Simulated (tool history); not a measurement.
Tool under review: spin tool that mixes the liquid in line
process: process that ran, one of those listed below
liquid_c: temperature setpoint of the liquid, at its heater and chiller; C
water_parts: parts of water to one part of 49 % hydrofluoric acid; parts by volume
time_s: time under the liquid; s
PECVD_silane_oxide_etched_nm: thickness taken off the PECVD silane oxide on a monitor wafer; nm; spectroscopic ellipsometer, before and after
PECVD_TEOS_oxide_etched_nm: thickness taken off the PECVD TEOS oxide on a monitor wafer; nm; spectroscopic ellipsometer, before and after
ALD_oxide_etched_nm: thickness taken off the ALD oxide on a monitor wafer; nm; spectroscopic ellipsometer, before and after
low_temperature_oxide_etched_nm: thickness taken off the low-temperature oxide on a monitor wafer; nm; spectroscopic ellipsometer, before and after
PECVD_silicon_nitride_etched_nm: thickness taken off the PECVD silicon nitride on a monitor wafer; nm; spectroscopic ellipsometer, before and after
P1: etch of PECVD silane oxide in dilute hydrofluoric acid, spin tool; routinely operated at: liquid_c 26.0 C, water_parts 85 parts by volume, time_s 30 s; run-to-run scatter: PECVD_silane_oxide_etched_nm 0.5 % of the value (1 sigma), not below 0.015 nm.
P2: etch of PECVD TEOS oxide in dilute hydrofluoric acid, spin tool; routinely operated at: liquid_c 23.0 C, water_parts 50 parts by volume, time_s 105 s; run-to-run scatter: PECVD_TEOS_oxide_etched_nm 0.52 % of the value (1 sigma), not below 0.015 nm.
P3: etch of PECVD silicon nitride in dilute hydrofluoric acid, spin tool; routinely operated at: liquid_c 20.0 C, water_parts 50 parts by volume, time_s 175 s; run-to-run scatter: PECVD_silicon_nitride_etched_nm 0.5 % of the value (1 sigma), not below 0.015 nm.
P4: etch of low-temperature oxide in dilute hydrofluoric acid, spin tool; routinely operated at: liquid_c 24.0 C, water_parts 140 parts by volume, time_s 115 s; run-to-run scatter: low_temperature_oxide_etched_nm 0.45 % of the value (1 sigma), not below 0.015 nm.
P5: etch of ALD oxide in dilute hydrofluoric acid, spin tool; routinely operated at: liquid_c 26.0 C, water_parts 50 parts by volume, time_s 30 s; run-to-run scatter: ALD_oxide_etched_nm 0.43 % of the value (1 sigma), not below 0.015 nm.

run    day  process  liquid_c  water_parts  time_s  hours since the thermometer was replaced  hours since the hydrofluoric acid flow meter was replaced  PECVD_silane_oxide_etched_nm  PECVD_TEOS_oxide_etched_nm  ALD_oxide_etched_nm  low_temperature_oxide_etched_nm  PECVD_silicon_nitride_etched_nm
  1  0.212       P1      26.0           85      30                                     630.4                                                      658.0                       19.2780
  2  0.321       P1      26.0           40      15                                     633.0                                                      660.6                       21.8340
  3  0.508       P2      30.0           50     105                                     637.5                                                      665.1                                                    43.077
  4  0.671       P5      26.0           50      55                                     641.4                                                      669.0                                                                         39.448
  5  0.825       P1      26.0           50      30                                     645.1                                                      672.7                       34.4200
  6  0.971       P4      24.0          140     115                                     648.6                                                      676.2                                                                                                         17.5270
  7  1.204       P3      20.0           50      15                                     654.2                                                      681.8                                                                                                                                          0.64848
  8  1.317       P1      26.0           85      30                                     656.9                                                      684.5                       19.1990
  9  1.438       P3      20.0           90     175                                     659.8                                                      687.4                                                                                                                                          4.28960
 10  1.567       P1      31.0           25      30                                     662.9                                                      690.5                       87.5520
 11  1.750       P2      23.0           50     105                                     667.3                                                      694.9                                                    32.801
 12  1.938       P5      31.0           50      30                                     671.8                                                      699.4                                                                         26.461
 13  2.175       P4      17.5          140     115                                     677.5                                                      705.1                                                                                                         13.5060
 14  2.300       P4      24.0          250     115                                     680.5                                                      708.1                                                                                                          8.7770
 15  2.538       P1      33.5           85      30                                     686.2                                                      713.8                       25.4370
 16  2.700       P1      26.0           85      15                                     690.1                                                      717.7                        9.6263
 17  2.808       P1      26.0           85      30                                     692.7                                                      720.3                       19.1440
 18  2.946       P1      26.0           85      30                                     696.0                                                      723.6                       19.1160
 19  3.096       P3      17.0           50     175                                     699.6                                                      727.2                                                                                                                                          6.17950
 20  3.296       P4      24.0          140     115                                     704.4                                                      732.0                                                                                                         17.5660
 21  3.508       P3      20.0           50     175                                     709.5                                                      737.1                                                                                                                                          7.56940
 22  3.625       P1      26.0           55      15                                     712.3                                                      739.9                       15.4110
 23  3.850       P5      26.0           20      30                                     717.7                                                      745.3                                                                         56.344
 24  3.962       P1      26.0           85      30                                     720.4                                                      748.0                       19.3700
 25  4.071       P3      20.0           50     175                                     723.0                                                      750.6                                                                                                                                          7.60480
 26  4.217       P2      23.0           20     105                                     726.5                                                      754.1                                                    84.730
 27  4.400       P1      19.0           85      30                                     730.9                                                      758.5                       14.4710
 28  4.583       P4      24.0          140      35                                     735.3                                                      762.9                                                                                                          5.4076
 29  4.692       P1      26.0          120      30                                     737.9                                                      765.5                       13.0670
 30  4.862       P1      26.0           85      55                                     742.0                                                      769.6                       35.2780
 31  5.096       P2      23.0           50     205                                     747.6                                                      775.2                                                    63.672
 32  5.300       P5      26.0           50      30                                     752.5                                                      780.1                                                                         21.874
 33  5.525       P2      23.0           50     105                                     757.9                                                      785.5                                                    32.545
 34  5.679       P1      26.0           85      30                                     761.6                                                      789.2                       19.2810
 35  5.879       P1      26.0           85      30                                     766.4                                                      794.0                       20.1640
 36  6.079       P1      26.0           85      30                                     771.2                                                      798.8                       20.7930
 37  6.275       P1      26.0           85      30                                     775.9                                                      803.5                       21.0510
 38  6.392       P1      26.0           85      30                                     778.7                                                      806.3                       21.0430
 39  6.508       P1      26.0           85      30                                     781.5                                                      809.1                       20.9840
 40  6.638       P1      26.0           85      30                                     784.6                                                      812.2                       20.9830

The log shows P1 creeping away from where it was. Any of the 2 causes listed here, at the size stated for it, fits the log just as well as the others:
A: liquid hotter than its thermometer reads (K) = 2.35
B: hydrofluoric acid flow above the setpoint (%) = 8.61
At approximately day 5.679, the process output began to creep.

The 4 check runs listed below each average the results of 2 wafers, and their outcomes are marked with question marks. Under which run would the listed causes produce clearly different results?
check 1  6.767       P2      27.5           50     190                                                                                                                                                              ?
check 2  6.767       P3      20.0           85      45                                                                                                                                                                                                                                                     ?
check 3  6.767       P4      18.0          140     115                                                                                                                                                                                                                    ?
check 4  6.767       P5      29.0           50      30                                                                                                                                                                                   ?

What each check would give under each cause:
  check                           result     if A     if B
check 1       PECVD_TEOS_oxide_etched_nm   77.890   77.506
check 2  PECVD_silicon_nitride_etched_nm  1.36460  1.26120
check 3  low_temperature_oxide_etched_nm  15.2700  15.2540
check 4              ALD_oxide_etched_nm   26.756   26.659
Minimum pairwise separation of causes per check, each pair taken at its best-separating result: check 1 0.49 %; check 2 7.88 %; check 3 0.1 %; check 4 0.36 %
Only check 2 tells the causes apart: in the others they would give nearly the same result.

After running check 2, the following was obtained: PECVD_silicon_nitride_etched_nm 1.27680 nm. Which cause does this point to?

B is the cause: hydrofluoric acid flow above the setpoint (%).
